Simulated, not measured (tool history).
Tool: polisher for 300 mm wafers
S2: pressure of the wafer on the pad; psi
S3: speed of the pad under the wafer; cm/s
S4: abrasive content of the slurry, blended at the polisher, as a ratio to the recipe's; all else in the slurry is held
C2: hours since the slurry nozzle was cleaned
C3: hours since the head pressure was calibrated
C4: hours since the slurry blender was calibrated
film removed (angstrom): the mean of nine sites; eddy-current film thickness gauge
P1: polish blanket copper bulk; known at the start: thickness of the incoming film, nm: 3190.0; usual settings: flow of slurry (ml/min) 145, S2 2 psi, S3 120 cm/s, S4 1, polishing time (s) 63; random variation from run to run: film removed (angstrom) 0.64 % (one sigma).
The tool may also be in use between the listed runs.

run 1 day=0.221 | flow_of_slurry_(ml/min)=145 S2=2 S3=120 S4=1 polishing_time_(s)=63 | wafers_polished_on_this_pad=598 C2=219.4 C3=699.5 C4=197.2 | film_removed_(angstrom)=5456.3
run 2 day=0.583 | flow_of_slurry_(ml/min)=195 S2=2 S3=120 S4=1 polishing_time_(s)=63 | wafers_polished_on_this_pad=711 C2=228.1 C3=708.2 C4=205.9 | film_removed_(angstrom)=5757.6
run 3 day=0.954 | flow_of_slurry_(ml/min)=145 S2=2.9 S3=120 S4=1 polishing_time_(s)=63 | wafers_polished_on_this_pad=827 C2=237 C3=717.1 C4=214.8 | film_removed_(angstrom)=7910.5
run 4 day=1.3 | flow_of_slurry_(ml/min)=145 S2=2 S3=120 S4=1 polishing_time_(s)=63 | wafers_polished_on_this_pad=935 C2=245.3 C3=725.4 C4=223.1 | film_removed_(angstrom)=5458
run 5 day=1.629 | flow_of_slurry_(ml/min)=145 S2=0.9 S3=120 S4=1 polishing_time_(s)=63 | wafers_polished_on_this_pad=1038 C2=253.2 C3=733.3 C4=231 | film_removed_(angstrom)=2423.6
run 6 day=1.933 | flow_of_slurry_(ml/min)=145 S2=2 S3=120 S4=1 polishing_time_(s)=63 | wafers_polished_on_this_pad=1134 C2=260.5 C3=740.6 C4=238.3 | film_removed_(angstrom)=5464.5
run 7 day=2.183 | flow_of_slurry_(ml/min)=145 S2=2 S3=54 S4=1 polishing_time_(s)=63 | wafers_polished_on_this_pad=1212 C2=266.5 C3=746.6 C4=244.3 | film_removed_(angstrom)=2456.7
run 8 day=2.408 | flow_of_slurry_(ml/min)=145 S2=2 S3=120 S4=1.45 polishing_time_(s)=63 | wafers_polished_on_this_pad=1282 C2=271.9 C3=752 C4=249.7 | film_removed_(angstrom)=5932.6
-- day=2.688 slurry nozzle cleaned
run 9 day=2.779 | flow_of_slurry_(ml/min)=85 S2=2 S3=120 S4=1 polishing_time_(s)=63 | wafers_polished_on_this_pad=1398 C2=2.2 C3=760.9 C4=258.6 | film_removed_(angstrom)=4851.3
run 10 day=3.133 | flow_of_slurry_(ml/min)=145 S2=2 S3=120 S4=0.6 polishing_time_(s)=63 | wafers_polished_on_this_pad=1509 C2=10.7 C3=769.4 C4=267.1 | film_removed_(angstrom)=4880.8
run 11 day=3.317 | flow_of_slurry_(ml/min)=210 S2=2 S3=120 S4=0.55 polishing_time_(s)=63 | wafers_polished_on_this_pad=1567 C2=15.1 C3=773.8 C4=271.5 | film_removed_(angstrom)=5090.5
run 12 day=3.517 | flow_of_slurry_(ml/min)=145 S2=2 S3=120 S4=1 polishing_time_(s)=63 | wafers_polished_on_this_pad=1629 C2=19.9 C3=778.6 C4=276.3 | film_removed_(angstrom)=5428.5
run 13 day=3.867 | flow_of_slurry_(ml/min)=145 S2=2 S3=174 S4=1 polishing_time_(s)=63 | wafers_polished_on_this_pad=1739 C2=28.3 C3=787 C4=284.7 | film_removed_(angstrom)=7968.6
run 14 day=4.05 | flow_of_slurry_(ml/min)=145 S2=2 S3=120 S4=1 polishing_time_(s)=96 | wafers_polished_on_this_pad=1796 C2=32.7 C3=791.4 C4=289.1 | film_removed_(angstrom)=8247
run 15 day=4.392 | flow_of_slurry_(ml/min)=145 S2=2 S3=162 S4=1 polishing_time_(s)=33 | wafers_polished_on_this_pad=1903 C2=40.9 C3=799.6 C4=297.3 | film_removed_(angstrom)=3866.1
run 16 day=4.662 | flow_of_slurry_(ml/min)=145 S2=2 S3=60 S4=1 polishing_time_(s)=37 | wafers_polished_on_this_pad=1988 C2=47.4 C3=806.1 C4=303.8 | film_removed_(angstrom)=1610.2
run 17 day=4.996 | flow_of_slurry_(ml/min)=145 S2=2 S3=120 S4=1 polishing_time_(s)=46 | wafers_polished_on_this_pad=2092 C2=55.4 C3=814.1 C4=311.8 | film_removed_(angstrom)=3940.6
run 18 day=5.354 | flow_of_slurry_(ml/min)=145 S2=2 S3=120 S4=1 polishing_time_(s)=63 | wafers_polished_on_this_pad=2204 C2=64 C3=822.7 C4=320.4 | film_removed_(angstrom)=5477.2
run 19 day=5.662 | flow_of_slurry_(ml/min)=145 S2=2 S3=120 S4=1 polishing_time_(s)=63 | wafers_polished_on_this_pad=2301 C2=71.4 C3=830.1 C4=327.8 | film_removed_(angstrom)=5236
run 20 day=6.025 | flow_of_slurry_(ml/min)=145 S2=2 S3=120 S4=1 polishing_time_(s)=63 | wafers_polished_on_this_pad=2414 C2=80.1 C3=838.8 C4=336.5 | film_removed_(angstrom)=5028.4
-- day=6.238 slurry blender recalibrated
run 21 day=6.275 | flow_of_slurry_(ml/min)=145 S2=2 S3=120 S4=1 polishing_time_(s)=63 | wafers_polished_on_this_pad=2493 C2=86.1 C3=844.8 C4=0.9 | film_removed_(angstrom)=4981
-- day=6.454 head pressure recalibrated
run 22 day=6.504 | flow_of_slurry_(ml/min)=145 S2=2 S3=120 S4=1 polishing_time_(s)=63 | wafers_polished_on_this_pad=2564 C2=91.6 C3=1.3 C4=6.4 | film_removed_(angstrom)=4939.7

The next listed run, before its measurement:
run 23 day=6.875 | flow_of_slurry_(ml/min)=145 S2=2 S3=120 S4=1 polishing_time_(s)=63 | wafers_polished_on_this_pad=2680 C2=100.5 C3=10.2 C4=15.3 | film_removed_(angstrom)=?

Run 23 gave film removed (angstrom) 4946.3.

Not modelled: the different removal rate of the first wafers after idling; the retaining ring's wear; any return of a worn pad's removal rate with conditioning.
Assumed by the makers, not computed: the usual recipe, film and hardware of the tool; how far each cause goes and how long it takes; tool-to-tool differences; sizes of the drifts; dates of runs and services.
